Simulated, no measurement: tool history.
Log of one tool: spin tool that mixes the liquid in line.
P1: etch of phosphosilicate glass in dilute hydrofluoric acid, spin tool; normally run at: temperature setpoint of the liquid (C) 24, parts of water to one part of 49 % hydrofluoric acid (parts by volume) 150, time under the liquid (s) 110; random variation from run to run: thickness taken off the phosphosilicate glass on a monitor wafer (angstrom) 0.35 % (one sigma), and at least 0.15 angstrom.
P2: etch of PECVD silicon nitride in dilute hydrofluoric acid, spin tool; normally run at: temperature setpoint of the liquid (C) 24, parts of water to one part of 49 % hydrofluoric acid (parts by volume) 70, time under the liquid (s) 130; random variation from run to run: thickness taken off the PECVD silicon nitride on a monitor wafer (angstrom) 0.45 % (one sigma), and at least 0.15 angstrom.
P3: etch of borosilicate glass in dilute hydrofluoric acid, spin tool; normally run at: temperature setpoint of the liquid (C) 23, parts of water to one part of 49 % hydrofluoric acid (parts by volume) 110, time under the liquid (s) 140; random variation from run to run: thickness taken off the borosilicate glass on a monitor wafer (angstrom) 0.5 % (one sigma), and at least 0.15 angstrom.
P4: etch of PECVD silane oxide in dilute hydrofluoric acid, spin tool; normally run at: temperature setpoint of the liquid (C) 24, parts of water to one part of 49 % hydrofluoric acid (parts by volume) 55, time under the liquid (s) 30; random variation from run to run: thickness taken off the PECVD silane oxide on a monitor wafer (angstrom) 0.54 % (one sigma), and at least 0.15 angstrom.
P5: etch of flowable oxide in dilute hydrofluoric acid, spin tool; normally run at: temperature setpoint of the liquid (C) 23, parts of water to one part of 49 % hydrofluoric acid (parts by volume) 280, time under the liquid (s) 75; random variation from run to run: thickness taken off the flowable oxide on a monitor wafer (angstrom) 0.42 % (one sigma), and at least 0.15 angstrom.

run	hour	process that ran	temperature setpoint of the liquid (C)	parts of water to one part of 49 % hydrofluoric acid (parts by volume)	time under the liquid (s)	hours since the thermometer was replaced	hours since the hydrofluoric acid flow meter was replaced	thickness taken off the phosphosilicate glass on a monitor wafer (angstrom)	thickness taken off the PECVD silicon nitride on a monitor wafer (angstrom)	thickness taken off the PECVD silane oxide on a monitor wafer (angstrom)	thickness taken off the flowable oxide on a monitor wafer (angstrom)	thickness taken off the borosilicate glass on a monitor wafer (angstrom)
1	12.1	P1	24	150	110	721.9	140.3	610.75				
2	24.3	P2	32	70	130	734.1	152.5		160.63			
3	37.9	P4	24	90	30	747.7	166.1			115.46		
4	48.1	P4	24	55	15	757.9	176.3			98.571		
5	54.9	P5	17	280	75	764.7	183.1				62.771	
6	65.7	P1	24	150	15	775.5	193.9	83.354				
7	73.9	P1	20	80	110	783.7	202.1	1059.9				
8	87.9	P1	24	150	110	797.7	216.1	607.9				
9	101.7	P3	23	110	140	811.5	229.9					435.28
10	113.4	P1	24	240	110	823.2	241.6	344.2				
11	127.2	P4	30.5	55	30	837	255.4			257.84		
12	134.8	P1	24	65	110	844.6	263	1571.4				
13	141.3	P1	31	150	15	851.1	269.5	108.14				
14	149.9	P2	24	120	130	859.7	278.1		55.87			
15	162.6	P1	24	150	110	872.4	290.8	612.89				
16	174.7	P5	23	385	75	884.5	302.9				51.307	
17	187.4	P1	24	150	160	897.2	315.6	887.83				
18	198.8	P2	24	70	200	908.6	327		146.29			
19	209.5	P5	23	280	15	919.3	337.7				15.458	
20	216.3	P3	23	110	140	926.1	344.5					436.74
21	223.2	P1	28.5	150	110	933	351.4	721.78				
22	231	P2	24	70	130	940.8	359.2		95.445			
23	244.8	P1	24	150	110	954.6	373	610.99				
24	255.3	P1	24	40	205	965.1	383.5	4870.6				
25	268.4	P3	23	110	245	978.2	396.6					768.36
26	278.1	P1	20	150	110	987.9	406.3	521.25				
27	285.1	P3	28	110	140	994.9	413.3					534.23
28	297.5	P5	23	280	75	1007.3	425.7				77.528	
29	311.4	P3	23	30	140	1021.2	439.6					1772.8
30	322.9	P1	24	150	110	1032.7	451.1	613.65				
31	332.6	P4	24	55	30	1042.4	460.8			197.38		
32	341.5	P1	24	150	110	1051.3	469.7	611.47				
33	354.1	P1	24	150	110	1063.9	482.3	591.32				
34	365.1	P1	24	150	110	1074.9	493.3	582.26				
35	373	P1	24	150	110	1082.8	501.2	577.82				
36	386	P1	24	150	110	1095.8	514.2	571.35				
37	397.2	P1	24	150	110	1107	525.4	567.59				
38	406.4	P1	24	150	110	1116.2	534.6	565.98				
39	420.7	P1	24	150	110	1130.5	548.9	562.51				
40	432.2	P1	24	150	110	1142	560.4	563.31				
41	440.1	P1	24	150	110	1149.9	568.3	562.89				
42	451.3	P1	24	150	110	1161.1	579.5	560.74				

Forecast run 43:
43	465.3	P1	24	150	110	1175.1	593.5	?				

thickness taken off the phosphosilicate glass on a monitor wafer (angstrom): 563.23
